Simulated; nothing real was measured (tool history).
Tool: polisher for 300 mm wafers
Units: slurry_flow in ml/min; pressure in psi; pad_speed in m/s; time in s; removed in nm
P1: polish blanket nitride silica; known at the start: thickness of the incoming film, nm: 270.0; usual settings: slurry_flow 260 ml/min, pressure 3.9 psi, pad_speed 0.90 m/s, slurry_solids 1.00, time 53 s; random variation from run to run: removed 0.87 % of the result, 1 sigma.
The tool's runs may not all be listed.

run	hour	slurry_flow	pressure	pad_speed	slurry_solids	time	wafers polished on this pad	hours since the slurry nozzle was cleaned	hours since the head pressure was calibrated	hours since the slurry blender was calibrated	hours since the conditioning disc was replaced	removed
1	11.3	260	3.9	0.90	1.00	53	766	224.4	297.3	69.7	40.8	31.269
2	22.5	260	3.9	0.90	0.50	53	911	235.6	308.5	80.9	52.0	21.492
3	31.6	260	3.9	0.90	1.00	53	1028	244.7	317.6	90.0	61.1	31.479
4	39.9	260	3.9	0.90	1.00	53	1135	253.0	325.9	98.3	69.4	31.105
5	49.7	260	3.9	1.30	1.00	53	1262	262.8	335.7	108.1	79.2	41.829
6	57.9	260	3.9	0.90	1.00	53	1368	271.0	343.9	116.3	87.4	31.165
7	65.1	260	3.9	0.90	1.35	53	1461	278.2	351.1	123.5	94.6	35.065
8	73.6	395	3.9	0.90	1.00	53	1571	286.7	359.6	132.0	103.1	31.711
9	83.7	260	3.9	0.90	1.00	80	1701	296.8	369.7	142.1	113.2	47.205
10	94.4	260	3.9	0.90	1.00	36	1840	307.5	380.4	152.8	123.9	21.325
11	101.6	155	3.9	0.90	1.00	53	1933	314.7	387.6	160.0	131.1	29.294
12	110.1	260	1.8	0.90	1.00	53	2043	323.2	396.1	168.5	139.6	14.424
13	118.9	405	2.6	0.90	1.00	53	2156	332.0	404.9	177.3	148.4	21.347
14	123.9	260	5.2	0.90	1.00	53	2221	337.0	409.9	182.3	153.4	41.769
15	135.2	260	3.9	0.44	1.00	53	2367	348.3	421.2	193.6	164.7	17.843
16	141.6	260	3.9	0.90	1.00	53	2450	354.7	427.6	200.0	171.1	31.248
17	152.0	260	3.9	0.90	1.00	53	2584	365.1	438.0	210.4	181.5	30.028
18	158.8	260	3.9	0.90	1.00	53	2672	371.9	444.8	217.2	188.3	29.515
19	164.6	260	3.9	0.90	1.00	53	2747	377.7	450.6	223.0	194.1	28.896
20	169.7	260	3.9	0.90	1.00	53	2813	382.8	455.7	228.1	199.2	28.574
21	181.2	260	3.9	0.90	1.00	53	2961	394.3	467.2	239.6	210.7	27.794
# hour 188.2: slurry nozzle cleaned
22	191.0	260	3.9	0.90	1.00	53	3088	2.8	477.0	249.4	220.5	28.147
# hour 192.8: head pressure recalibrated
23	196.5	260	3.9	0.90	1.00	53	3159	8.3	3.7	254.9	226.0	27.599
# hour 203.1: conditioning disc replaced and pad reconditioned
24	206.6	260	3.9	0.90	1.00	53	3290	18.4	13.8	265.0	3.6	27.579
25	213.4	260	3.9	0.90	1.00	53	3378	25.2	20.6	271.8	10.4	27.482
26	224.6	260	3.9	0.90	1.00	53	3522	36.4	31.8	283.0	21.6	27.559
27	234.4	260	3.9	0.90	1.00	53	3649	46.2	41.6	292.8	31.4	27.779

What P1 gives has crept away from where it was. These 2 causes fit the log equally well, each at the size given:
A: removal rate lost through wear of the pad, % = 12.3
B: abrasive missing from the slurry, % = 23.7
The creep began at about hour 141.6.
Why every other cause is out:
slurry flow missing at the pad, %: serviced at hour 188.2, which brought nothing back
head's pressure below its setpoint, %: serviced at hour 192.8, which brought nothing back
time polished since the conditioner stopped cutting, s: serviced at hour 203.1, which brought nothing back

4 check runs are offered, each on 3 wafers whose results are averaged, their results left as question marks. Which one tells the causes apart?
check 1	244.2	260	3.9	0.58	1.00	53						?
check 2	244.2	260	3.9	0.90	0.55	53						?
check 3	244.2	260	3.9	0.46	1.00	53						?
check 4	244.2	260	2.1	1.18	1.00	53						?

What each check would give under each cause:
check	result	if A	if B
check 1	removed	19.265	19.249
check 2	removed	19.957	19.169
check 3	removed	16.004	15.991
check 4	removed	18.310	18.295
How far apart the two closest causes lie, in the result that separates them most: check 1 0.08 %; check 2 4.03 %; check 3 0.08 %; check 4 0.08 %
Only check 2 tells the causes apart: in the others they would give nearly the same result.

Then check 2 was run and gave: removed 19.144 nm. Which cause is it?

It is B: abrasive missing from the slurry, %.
